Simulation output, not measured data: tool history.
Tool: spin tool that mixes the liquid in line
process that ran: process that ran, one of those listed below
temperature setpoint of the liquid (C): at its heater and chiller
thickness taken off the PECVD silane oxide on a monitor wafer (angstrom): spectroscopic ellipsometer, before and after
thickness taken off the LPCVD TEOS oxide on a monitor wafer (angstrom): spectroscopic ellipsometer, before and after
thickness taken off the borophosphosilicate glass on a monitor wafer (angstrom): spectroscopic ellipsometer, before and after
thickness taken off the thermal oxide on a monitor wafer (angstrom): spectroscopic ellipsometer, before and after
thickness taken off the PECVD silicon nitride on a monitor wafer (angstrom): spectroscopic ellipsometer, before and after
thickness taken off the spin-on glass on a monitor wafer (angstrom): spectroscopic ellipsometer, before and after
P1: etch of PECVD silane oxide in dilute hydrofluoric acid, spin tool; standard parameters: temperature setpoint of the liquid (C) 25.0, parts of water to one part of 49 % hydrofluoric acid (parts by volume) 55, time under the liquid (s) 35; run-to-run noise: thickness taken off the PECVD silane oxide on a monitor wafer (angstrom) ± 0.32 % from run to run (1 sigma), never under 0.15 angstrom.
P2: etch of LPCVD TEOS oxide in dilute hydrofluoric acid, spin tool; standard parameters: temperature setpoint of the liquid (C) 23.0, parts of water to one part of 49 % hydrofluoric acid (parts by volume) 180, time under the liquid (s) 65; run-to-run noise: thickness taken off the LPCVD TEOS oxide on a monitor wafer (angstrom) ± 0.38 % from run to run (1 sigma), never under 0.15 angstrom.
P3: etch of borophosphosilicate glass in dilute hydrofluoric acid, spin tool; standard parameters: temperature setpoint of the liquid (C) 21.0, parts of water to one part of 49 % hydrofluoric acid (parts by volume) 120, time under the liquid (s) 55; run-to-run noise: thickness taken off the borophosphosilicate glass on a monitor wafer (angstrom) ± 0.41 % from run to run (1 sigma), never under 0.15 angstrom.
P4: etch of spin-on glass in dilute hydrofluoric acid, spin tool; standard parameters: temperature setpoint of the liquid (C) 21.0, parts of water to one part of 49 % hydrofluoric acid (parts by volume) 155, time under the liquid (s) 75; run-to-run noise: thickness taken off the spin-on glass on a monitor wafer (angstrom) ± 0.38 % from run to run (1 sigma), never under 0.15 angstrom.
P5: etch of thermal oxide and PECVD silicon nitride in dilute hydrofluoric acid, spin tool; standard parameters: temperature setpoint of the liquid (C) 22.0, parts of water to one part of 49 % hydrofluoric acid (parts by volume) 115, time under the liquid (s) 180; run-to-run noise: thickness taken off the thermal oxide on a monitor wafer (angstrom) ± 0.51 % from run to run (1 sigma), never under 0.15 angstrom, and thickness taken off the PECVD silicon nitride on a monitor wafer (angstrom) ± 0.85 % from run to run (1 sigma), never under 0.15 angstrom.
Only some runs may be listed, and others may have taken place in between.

run   hour  process that ran  temperature setpoint of the liquid (C)  parts of water to one part of 49 % hydrofluoric acid (parts by volume)  time under the liquid (s)  hours since the thermometer was replaced  hours since the hydrofluoric acid flow meter was replaced  thickness taken off the PECVD silane oxide on a monitor wafer (angstrom)  thickness taken off the LPCVD TEOS oxide on a monitor wafer (angstrom)  thickness taken off the borophosphosilicate glass on a monitor wafer (angstrom)  thickness taken off the thermal oxide on a monitor wafer (angstrom)  thickness taken off the PECVD silicon nitride on a monitor wafer (angstrom)  thickness taken off the spin-on glass on a monitor wafer (angstrom)
  1    3.8                P1                                    25.0                                                                      55                         35                                    1221.1                                                      217.1                                                                   180.630
  2    6.5                P2                                    23.0                                                                     180                         65                                    1223.8                                                      219.8                                                                                                                                            73.936
  3    9.0                P3                                    21.0                                                                     120                         55                                    1226.3                                                      222.3                                                                                                                                                                                                                            201.710
  4   11.1                P1                                    25.0                                                                      55                         35                                    1228.4                                                      224.4                                                                   180.820
  5   14.4                P1                                    25.0                                                                      55                         35                                    1231.7                                                      227.7                                                                   179.970
  6   18.7                P1                                    25.0                                                                      20                         35                                    1236.0                                                      232.0                                                                   522.300
  7   23.0                P1                                    28.5                                                                      55                         15                                    1240.3                                                      236.3                                                                    88.428
  8   25.8                P5                                    22.0                                                                     115                        355                                    1243.1                                                      239.1                                                                                                                                                                                                                                                                                                 136.880                                                                       53.877
  9   27.7                P1                                    25.0                                                                      55                         15                                    1245.0                                                      241.0                                                                    77.285
 10   31.9                P4                                    28.5                                                                     155                         75                                    1249.2                                                      245.2                                                                                                                                                                                                                                                                                                                                                                                                                                                   147.900
 11   34.4                P2                                    17.0                                                                     180                         65                                    1251.7                                                      247.7                                                                                                                                            58.710
 12   38.1                P3                                    26.0                                                                     120                         55                                    1255.4                                                      251.4                                                                                                                                                                                                                            243.940
 13   42.4                P1                                    25.0                                                                      55                         35                                    1259.7                                                      255.7                                                                   179.930
 14   44.3                P1                                    25.0                                                                      55                         35                                    1261.6                                                      257.6                                                                   179.360
 15   47.3                P1                                    21.0                                                                      55                         20                                    1264.6                                                      260.6                                                                    87.318
 16   51.0                P1                                    25.0                                                                      55                         35                                    1268.3                                                      264.3                                                                   180.920
 17   52.9                P2                                    23.0                                                                     180                         95                                    1270.2                                                      266.2                                                                                                                                           107.960
 18   56.2                P4                                    21.0                                                                     155                         75                                    1273.5                                                      269.5                                                                                                                                                                                                                                                                                                                                                                                                                                                   111.700
 19   58.9                P3                                    21.0                                                                      55                         55                                    1276.2                                                      272.2                                                                                                                                                                                                                            476.120
 20   60.9                P2                                    23.0                                                                      60                         65                                    1278.2                                                      274.2                                                                                                                                           258.120
 21   64.1                P5                                    29.0                                                                     115                        180                                    1281.4                                                      277.4                                                                                                                                                                                                                                                                                                  92.089                                                                       42.886
 22   68.1                P1                                    30.5                                                                      55                         60                                    1285.4                                                      281.4                                                                   382.690
 23   71.8                P1                                    25.0                                                                      80                         35                                    1289.1                                                      285.1                                                                   120.720
 24   75.5                P1                                    25.0                                                                      55                         65                                    1292.8                                                      288.8                                                                   335.540
 25   78.8                P3                                    21.0                                                                     120                         15                                    1296.1                                                      292.1                                                                                                                                                                                                                             55.052
 26   82.7                P5                                    22.0                                                                     205                        180                                    1300.0                                                      296.0                                                                                                                                                                                                                                                                                                  35.567                                                                       15.445
 27   84.9                P4                                    21.0                                                                      80                         75                                    1302.2                                                      298.2                                                                                                                                                                                                                                                                                                                                                                                                                                                   234.150
 28   87.2                P4                                    21.0                                                                     155                         15                                    1304.5                                                      300.5                                                                                                                                                                                                                                                                                                                                                                                                                                                    21.999
 29   90.4                P1                                    18.0                                                                      55                         35                                    1307.7                                                      303.7                                                                   135.310
 30   93.2                P4                                    21.0                                                                     155                         75                                    1310.5                                                      306.5                                                                                                                                                                                                                                                                                                                                                                                                                                                   111.590
 31   97.3                P1                                    25.0                                                                      55                         35                                    1314.6                                                      310.6                                                                   180.200
 32  100.1                P5                                    22.0                                                                     115                        180                                    1317.4                                                      313.4                                                                                                                                                                                                                                                                                                  69.728                                                                       27.973

Run 33 is up next; what results do you expect?
 33  102.6                P1                                    30.0                                                                      55                         35                                    1319.9                                                      315.9                                                                         ?

{"run 33": {"thickness taken off the PECVD silane oxide on a monitor wafer (angstrom)": 218.72}}
